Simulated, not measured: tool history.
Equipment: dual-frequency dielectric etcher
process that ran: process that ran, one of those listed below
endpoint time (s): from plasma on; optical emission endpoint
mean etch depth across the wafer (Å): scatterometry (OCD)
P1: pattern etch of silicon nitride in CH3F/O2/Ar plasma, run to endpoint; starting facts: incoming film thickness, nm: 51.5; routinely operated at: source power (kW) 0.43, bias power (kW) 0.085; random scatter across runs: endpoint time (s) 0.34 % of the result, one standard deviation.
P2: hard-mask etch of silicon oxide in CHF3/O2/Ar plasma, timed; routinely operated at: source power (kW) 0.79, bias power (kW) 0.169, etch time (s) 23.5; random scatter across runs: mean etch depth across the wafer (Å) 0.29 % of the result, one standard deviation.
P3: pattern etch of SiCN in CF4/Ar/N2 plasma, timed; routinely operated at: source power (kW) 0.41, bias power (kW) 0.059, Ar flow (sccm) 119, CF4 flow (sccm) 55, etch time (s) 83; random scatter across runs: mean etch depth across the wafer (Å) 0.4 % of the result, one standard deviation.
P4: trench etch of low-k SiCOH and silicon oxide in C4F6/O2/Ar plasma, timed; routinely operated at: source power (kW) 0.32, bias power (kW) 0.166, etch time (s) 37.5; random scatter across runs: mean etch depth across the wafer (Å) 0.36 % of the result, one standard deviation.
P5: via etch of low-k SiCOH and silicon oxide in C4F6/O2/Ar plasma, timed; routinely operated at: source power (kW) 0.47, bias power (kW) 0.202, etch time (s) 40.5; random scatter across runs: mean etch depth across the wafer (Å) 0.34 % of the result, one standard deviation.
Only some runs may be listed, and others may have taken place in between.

run,hour,process that ran,source power (kW),bias power (kW),etch time (s),Ar flow (sccm),CF4 flow (sccm),endpoint time (s),mean etch depth across the wafer (Å)
1,12.8,P1,0.43,0.085,,,,69.824,
2,25.8,P2,0.79,0.099,23.5,,,,434.6
3,34.5,P4,0.32,0.166,46,,,,1302.3
4,46.5,P4,0.32,0.166,37.5,,,,1071.7
5,58.2,P3,0.41,0.059,108.5,119,55,,732.02
6,70.7,P1,0.51,0.071,,,,69.76,
7,81.2,P5,0.47,0.202,25,,,,747.12
8,89.3,P5,0.47,0.202,40.5,,,,1212.5
9,97.4,P3,0.41,0.059,83,119,45,,543.74
10,104.9,P3,0.41,0.059,83,80,55,,603.35
11,113.8,P5,0.27,0.202,40.5,,,,977.75
12,120.3,P1,0.43,0.063,,,,77.12,
13,130.5,P3,0.41,0.059,83,119,55,,560.16
14,137.4,P1,0.43,0.085,,,,69.868,
15,149.7,P1,0.27,0.069,,,,89.336,
16,157.7,P4,0.32,0.117,37.5,,,,962.65
17,164.9,P1,0.28,0.085,,,,81.66,
18,174,P5,0.47,0.269,40.5,,,,1323.5
19,188,P1,0.43,0.116,,,,62.097,
20,194.7,P4,0.4,0.166,37.5,,,,1158.2
21,206.6,P1,0.58,0.085,,,,62.647,
22,213.4,P3,0.25,0.059,83,119,55,,365.46
23,222.8,P3,0.41,0.059,83,119,55,,563.31
24,234.7,P5,0.47,0.202,40.5,,,,1213.6
# hour 243.3: wet clean of the chamber
25,246.9,P1,0.43,0.085,,,,69.806,
26,254.7,P2,0.63,0.169,23.5,,,,468.74
27,264.8,P1,0.43,0.085,,,,69.832,
28,274.1,P2,0.79,0.169,23.5,,,,508.63
29,288.3,P2,0.79,0.169,32.5,,,,703.65
30,297.8,P3,0.41,0.08,83,119,55,,630.71
31,308.9,P1,0.43,0.085,,,,69.823,
32,318.1,P1,0.43,0.085,,,,70.21,
33,326.3,P1,0.43,0.085,,,,70.628,
34,333.8,P1,0.43,0.085,,,,70.724,
35,346.9,P1,0.43,0.085,,,,71.03,
36,358.6,P1,0.43,0.085,,,,70.597,
# hour 361.5: wet clean of the chamber
37,368.6,P1,0.43,0.085,,,,71.091,
38,378.4,P1,0.43,0.085,,,,71.091,
39,388.6,P1,0.43,0.085,,,,71.08,

The log shows P1 creeping away from where it was. Any of the 2 causes listed here, at the size stated for it, fits the log just as well as the others:
A: bias power that arrives under what is set, % = 4.77
B: source power that arrives under what is set, % = 4.47
The process output started creeping at around hour 308.9.
Excluded causes, each with its reason:
chamber walls in a state that lowers the etch rate, %: maintenance at hour 361.5, after the shift began, did not return the process to its former output

The list below offers 4 check runs, each averaging the results of 2 wafers, and shows each result as a question mark. For which of them would the listed causes give clearly different results?
check 1,398.8,P5,0.47,0.202,40.5,,,,?
check 2,398.8,P4,0.32,0.166,37.5,,,,?
check 3,398.8,P3,0.41,0.059,83,119,55,,?
check 4,398.8,P2,0.79,0.169,23.5,,,,?

How each check would come out, cause by cause:
check,result,if A,if B
check 1,mean etch depth across the wafer (Å),1188.8,1186.2
check 2,mean etch depth across the wafer (Å),1050.6,1048.1
check 3,mean etch depth across the wafer (Å),552.32,540.02
check 4,mean etch depth across the wafer (Å),501.98,501.05
Separation of the two closest causes in each check, using whichever result separates them best: check 1 0.22 %; check 2 0.25 %; check 3 2.25 %; check 4 0.18 %
Check 3 is the one run that separates the causes; every other check would come out nearly the same whichever cause is at work.

Then check 3 was run and gave: mean etch depth across the wafer (Å) 541.59. Which cause is it?

The correct cause is B, namely: source power that arrives under what is set, %.
